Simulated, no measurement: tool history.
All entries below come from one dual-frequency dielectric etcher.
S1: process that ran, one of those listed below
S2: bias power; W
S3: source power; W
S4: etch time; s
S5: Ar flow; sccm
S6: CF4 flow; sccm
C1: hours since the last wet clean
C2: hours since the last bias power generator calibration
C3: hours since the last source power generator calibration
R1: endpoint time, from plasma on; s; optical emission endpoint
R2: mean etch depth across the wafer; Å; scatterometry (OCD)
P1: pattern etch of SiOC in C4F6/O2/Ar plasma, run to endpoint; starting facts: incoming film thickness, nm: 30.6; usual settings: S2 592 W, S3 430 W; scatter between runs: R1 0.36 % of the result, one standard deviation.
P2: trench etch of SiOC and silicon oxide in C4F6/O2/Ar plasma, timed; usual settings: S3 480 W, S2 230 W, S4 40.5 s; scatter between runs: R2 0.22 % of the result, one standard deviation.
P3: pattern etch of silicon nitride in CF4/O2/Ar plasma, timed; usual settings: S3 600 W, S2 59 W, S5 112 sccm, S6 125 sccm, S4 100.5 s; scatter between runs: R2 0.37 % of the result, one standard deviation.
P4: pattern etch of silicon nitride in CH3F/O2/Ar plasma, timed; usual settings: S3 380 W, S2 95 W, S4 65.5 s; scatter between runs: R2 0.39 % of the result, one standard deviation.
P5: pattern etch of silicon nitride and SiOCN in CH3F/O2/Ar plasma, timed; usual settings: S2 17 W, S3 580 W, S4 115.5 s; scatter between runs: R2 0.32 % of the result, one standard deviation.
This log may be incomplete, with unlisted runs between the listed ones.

run	day	S1	S2	S3	S4	S5	S6	C1	C2	C3	R1	R2
1	0.154	P1	592	430				71.8	2274.8	2713.2	9.4825	
2	0.321	P2	230	480	24			75.8	2278.8	2717.2		534.95
3	0.483	P1	698	330				79.7	2282.7	2721.1	9.7907	
4	0.583	P1	400	580				82.1	2285.1	2723.5	9.7826	
5	0.754	P4	95	380	38			86.2	2289.2	2727.6		271.38
6	0.946	P3	59	760	100.5	112	125	90.8	2293.8	2732.2		2970.3
# day 1.058: wet clean of the chamber
7	1.15	P1	592	430				2.3	2298.7	2737.1	9.4857	
8	1.342	P1	365	430				6.9	2303.3	2741.7	11.391	
9	1.512	P5	14	580	115.5			11	2307.4	2745.8		148.02
10	1.662	P4	95	380	65.5			14.6	2311	2749.4		469.6
11	1.829	P1	592	430				18.6	2315	2753.4	9.4865	
12	1.988	P5	17	750	115.5			22.4	2318.8	2757.2		175.54
13	2.112	P1	786	430				25.4	2321.8	2760.2	8.5043	
14	2.329	P3	59	600	100.5	156	125	30.6	2327	2765.4		2316.5
15	2.546	P1	592	430				35.8	2332.2	2770.6	9.4904	
16	2.646	P3	59	600	100.5	112	86	38.2	2334.6	2773		2327.7
17	2.746	P5	17	580	115.5			40.6	2337	2775.4		159.57
18	2.917	P1	592	250				44.7	2341.1	2779.5	11.572	
19	3.088	P3	59	600	100.5	112	125	48.8	2345.2	2783.6		2408.6
20	3.221	P2	230	480	40.5			52	2348.4	2786.8		900.83
21	3.433	P2	230	480	40.5			57.1	2353.5	2791.9		905.58
22	3.546	P3	36	600	100.5	112	125	59.8	2356.2	2794.6		2029.4
23	3.675	P1	592	430				62.9	2359.3	2797.7	9.4773	
24	3.771	P2	230	600	40.5			65.2	2361.6	2800		982.16
25	3.975	P5	17	580	160			70.1	2366.5	2804.9		221.38
26	4.083	P2	134	480	40.5			72.7	2369.1	2807.5		763.19
27	4.258	P1	592	570				76.9	2373.3	2811.7	8.5479	
28	4.471	P3	59	600	150.5	112	125	82	2378.4	2816.8		3616.9
29	4.65	P4	62	380	65.5			86.3	2382.7	2821.1		405.16
30	4.867	P4	95	380	65.5			91.5	2387.9	2826.3		468.59
31	4.983	P4	95	260	65.5			94.3	2390.7	2829.1		408.12
32	5.092	P1	378	290				96.9	2393.3	2831.7	13.004	
33	5.288	P1	592	430				101.6	2398	2836.4	9.4682	
34	5.488	P1	592	430				106.4	2402.8	2841.2	9.541	
35	5.596	P1	592	430				109	2405.4	2843.8	9.6141	
36	5.708	P1	592	430				111.7	2408.1	2846.5	9.6589	
# day 5.767: wet clean of the chamber
37	5.862	P1	592	430				2.3	2411.8	2850.2	9.5689	
38	5.988	P1	592	430				5.3	2414.8	2853.2	9.6413	
39	6.125	P1	592	430				8.6	2418.1	2856.5	9.6721	

Something has made what P1 gives creep away from where it was; the 2 causes below, each at its own stated size, fit the log equally well:
A: bias power that arrives under what is set, % = 4.6
B: source power that arrives under what is set, % = 4.76
The gradual shift began around day 5.288.
Other possible causes, and why each is ruled out:
chamber walls in a state that lowers the etch rate, %: its service at day 5.767 followed the start of the drift and did not put the process back to its old value

Which of the check runs below tells the causes apart, meaning the causes would give it clearly different results? Each run uses 2 wafers whose results are averaged, and each result is shown as a question mark.
check 1	6.262	P3	59	600	100.5	112	125					?
check 2	6.262	P2	230	480	40.5							?
check 3	6.262	P4	95	380	65.5							?
check 4	6.262	P5	17	580	115.5							?

If the cause were each of the candidates in turn, the checks would give the following:
check	result	if A	if B
check 1	R2	2379.6	2321.3
check 2	R2	889.48	886.49
check 3	R2	463.07	462.58
check 4	R2	156.36	156.58
Per check, the gap between the least separated pair of causes, taken in the result that splits them most: check 1 2.48 %; check 2 0.34 %; check 3 0.11 %; check 4 0.14 %
Only check 1 tells the causes apart: in the others they would give nearly the same result.

Here is what check 1 returned: R2 2318.2 Å. Which cause is it?

Of the candidate causes, it is B: source power that arrives under what is set, %.
